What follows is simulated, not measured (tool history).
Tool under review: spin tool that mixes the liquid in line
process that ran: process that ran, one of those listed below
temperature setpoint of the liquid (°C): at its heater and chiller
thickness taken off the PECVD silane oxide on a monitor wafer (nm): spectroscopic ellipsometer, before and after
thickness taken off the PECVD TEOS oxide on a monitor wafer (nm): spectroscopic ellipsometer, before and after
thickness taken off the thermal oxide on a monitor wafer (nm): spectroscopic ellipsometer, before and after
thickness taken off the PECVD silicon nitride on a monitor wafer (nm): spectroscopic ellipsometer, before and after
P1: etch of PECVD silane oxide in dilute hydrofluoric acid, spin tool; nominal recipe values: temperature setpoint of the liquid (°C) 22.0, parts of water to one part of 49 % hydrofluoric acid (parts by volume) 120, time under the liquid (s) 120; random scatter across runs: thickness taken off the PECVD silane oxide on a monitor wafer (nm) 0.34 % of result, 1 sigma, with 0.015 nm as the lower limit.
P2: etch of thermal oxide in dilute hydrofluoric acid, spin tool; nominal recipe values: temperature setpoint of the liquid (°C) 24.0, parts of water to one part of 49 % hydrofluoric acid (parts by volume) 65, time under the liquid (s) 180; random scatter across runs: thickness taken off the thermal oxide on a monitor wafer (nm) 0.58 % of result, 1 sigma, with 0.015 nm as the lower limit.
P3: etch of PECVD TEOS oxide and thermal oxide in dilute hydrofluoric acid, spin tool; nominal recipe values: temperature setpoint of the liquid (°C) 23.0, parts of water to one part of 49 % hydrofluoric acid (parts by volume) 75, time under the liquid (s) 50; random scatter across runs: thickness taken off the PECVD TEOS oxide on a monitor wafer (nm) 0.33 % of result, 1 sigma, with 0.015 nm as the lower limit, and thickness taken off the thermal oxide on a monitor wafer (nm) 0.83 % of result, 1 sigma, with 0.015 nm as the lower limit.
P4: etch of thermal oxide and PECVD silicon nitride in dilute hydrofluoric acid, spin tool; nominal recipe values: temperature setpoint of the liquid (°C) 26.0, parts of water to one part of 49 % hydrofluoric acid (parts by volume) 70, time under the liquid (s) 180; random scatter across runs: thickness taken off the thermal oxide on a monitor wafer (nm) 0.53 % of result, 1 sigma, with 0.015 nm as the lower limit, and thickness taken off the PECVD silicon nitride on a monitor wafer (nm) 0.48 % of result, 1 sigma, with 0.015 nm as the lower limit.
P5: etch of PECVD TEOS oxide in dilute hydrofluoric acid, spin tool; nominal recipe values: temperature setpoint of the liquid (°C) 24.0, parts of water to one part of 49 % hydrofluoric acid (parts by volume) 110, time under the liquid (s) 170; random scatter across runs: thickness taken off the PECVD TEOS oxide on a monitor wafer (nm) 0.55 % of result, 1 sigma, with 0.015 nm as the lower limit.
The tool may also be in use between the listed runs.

run	hour	process that ran	temperature setpoint of the liquid (°C)	parts of water to one part of 49 % hydrofluoric acid (parts by volume)	time under the liquid (s)	hours since the thermometer was replaced	hours since the hydrofluoric acid flow meter was replaced	thickness taken off the PECVD silane oxide on a monitor wafer (nm)	thickness taken off the PECVD TEOS oxide on a monitor wafer (nm)	thickness taken off the thermal oxide on a monitor wafer (nm)	thickness taken off the PECVD silicon nitride on a monitor wafer (nm)
1	3.8	P1	22.0	120	120	1267.7	424.7	14.6650			
2	8.2	P3	17.0	75	50	1272.1	429.1		11.3090	2.4355	
3	12.1	P5	24.0	110	310	1276.0	433.0		80.4410		
4	15.7	P1	22.0	120	120	1279.6	436.6	14.6320			
5	21.4	P2	19.0	65	180	1285.3	442.3			11.1850	
6	25.3	P1	22.0	120	215	1289.2	446.2	26.3560			
7	28.4	P4	26.0	70	45	1292.3	449.3			3.5058	2.9367
8	33.1	P1	22.0	120	120	1297.0	454.0	14.6150			
9	37.5	P1	22.0	120	120	1301.4	458.4	14.8090			
10	42.7	P1	22.0	120	120	1306.6	463.6	14.7340			
11	47.0	P3	23.0	105	50	1310.9	467.9		9.9159	2.1968	
12	52.0	P1	18.5	120	120	1315.9	472.9	12.7220			
13	56.7	P1	22.0	120	60	1320.6	477.6	7.3533			
14	62.1	P5	24.0	45	170	1326.0	483.0		118.5900		
15	66.7	P1	22.0	25	120	1330.6	487.6	79.1860			
16	70.9	P4	26.0	95	180	1334.8	491.8			10.0280	8.6784
17	74.3	P3	23.0	75	20	1338.2	495.2		5.7648	1.2801	
18	78.9	P1	22.0	120	120	1342.8	499.8	14.7280			
19	84.0	P1	22.0	175	15	1347.9	504.9	1.1503			
20	88.1	P2	24.0	65	350	1352.0	509.0			26.6590	
21	93.5	P5	24.0	110	170	1357.4	514.4		43.8950		
22	98.8	P1	22.0	190	120	1362.7	519.7	8.6395			
23	103.0	P3	23.0	75	50	1366.9	523.9		14.4830	3.1345	
24	106.6	P4	26.0	70	180	1370.5	527.5			13.8770	11.7730
25	112.0	P1	28.5	120	120	1375.9	532.9	19.0070			
26	115.1	P2	24.0	95	180	1379.0	536.0			9.0440	
27	119.6	P5	29.5	110	170	1383.5	540.5		54.7980		
28	123.4	P2	24.0	65	180	1387.3	544.3			13.7770	
29	126.1	P4	32.0	70	180	1390.0	547.0			17.5400	17.2070
30	131.3	P3	23.0	75	50	1395.2	552.2		14.4640	3.1773	
31	135.3	P1	22.0	120	120	1399.2	556.2	14.6860			
32	139.4	P1	22.0	120	120	1403.3	560.3	14.1960			
33	144.5	P1	22.0	120	120	1408.4	565.4	13.9070			
34	147.6	P1	22.0	120	120	1411.5	568.5	13.8080			
35	152.5	P1	22.0	120	120	1416.4	573.4	13.6520			
36	156.4	P1	22.0	120	120	1420.3	577.3	13.6500			
37	160.2	P1	22.0	120	120	1424.1	581.1	13.6060			
38	163.5	P1	22.0	120	120	1427.4	584.4	13.5300			

Something has made what P1 gives creep away from where it was; the 2 causes below, each at its own stated size, fit the log equally well:
A: hydrofluoric acid flow below the setpoint (%) = 6.66
B: liquid colder than its thermometer reads (K) = 1.96
The drift started at roughly hour 135.3.

Each of the 4 check runs below uses one wafer; its results are left as question marks. Which run tells the causes apart?
check 1	166.8	P2	24.0	65	180					?	
check 2	166.8	P3	23.0	75	50				?	?	
check 3	166.8	P5	24.0	110	170				?		
check 4	166.8	P4	26.0	70	180					?	?

What every check run would give for each of its results, assuming each possible cause in turn:
check	result	if A	if B
check 1	thickness taken off the thermal oxide on a monitor wafer (nm)	12.8140	12.7440
check 2	thickness taken off the PECVD TEOS oxide on a monitor wafer (nm)	13.4260	13.3610
check 2	thickness taken off the thermal oxide on a monitor wafer (nm)	2.9387	2.9243
check 3	thickness taken off the PECVD TEOS oxide on a monitor wafer (nm)	41.0010	41.0250
check 4	thickness taken off the thermal oxide on a monitor wafer (nm)	12.9290	12.8890
check 4	thickness taken off the PECVD silicon nitride on a monitor wafer (nm)	10.9590	10.3020
Per check, the gap between the least separated pair of causes, taken in the result that splits them most: check 1 0.54 %; check 2 0.49 %; check 3 0.06 %; check 4 6.18 %
Only in check 4 would the causes give clearly different results; in the remaining checks their results would be nearly the same.

Running check 4 produced the following: thickness taken off the thermal oxide on a monitor wafer (nm) 12.8970; thickness taken off the PECVD silicon nitride on a monitor wafer (nm) 10.2990. Which one of the listed causes fits?

The cause is B: liquid colder than its thermometer reads (K).
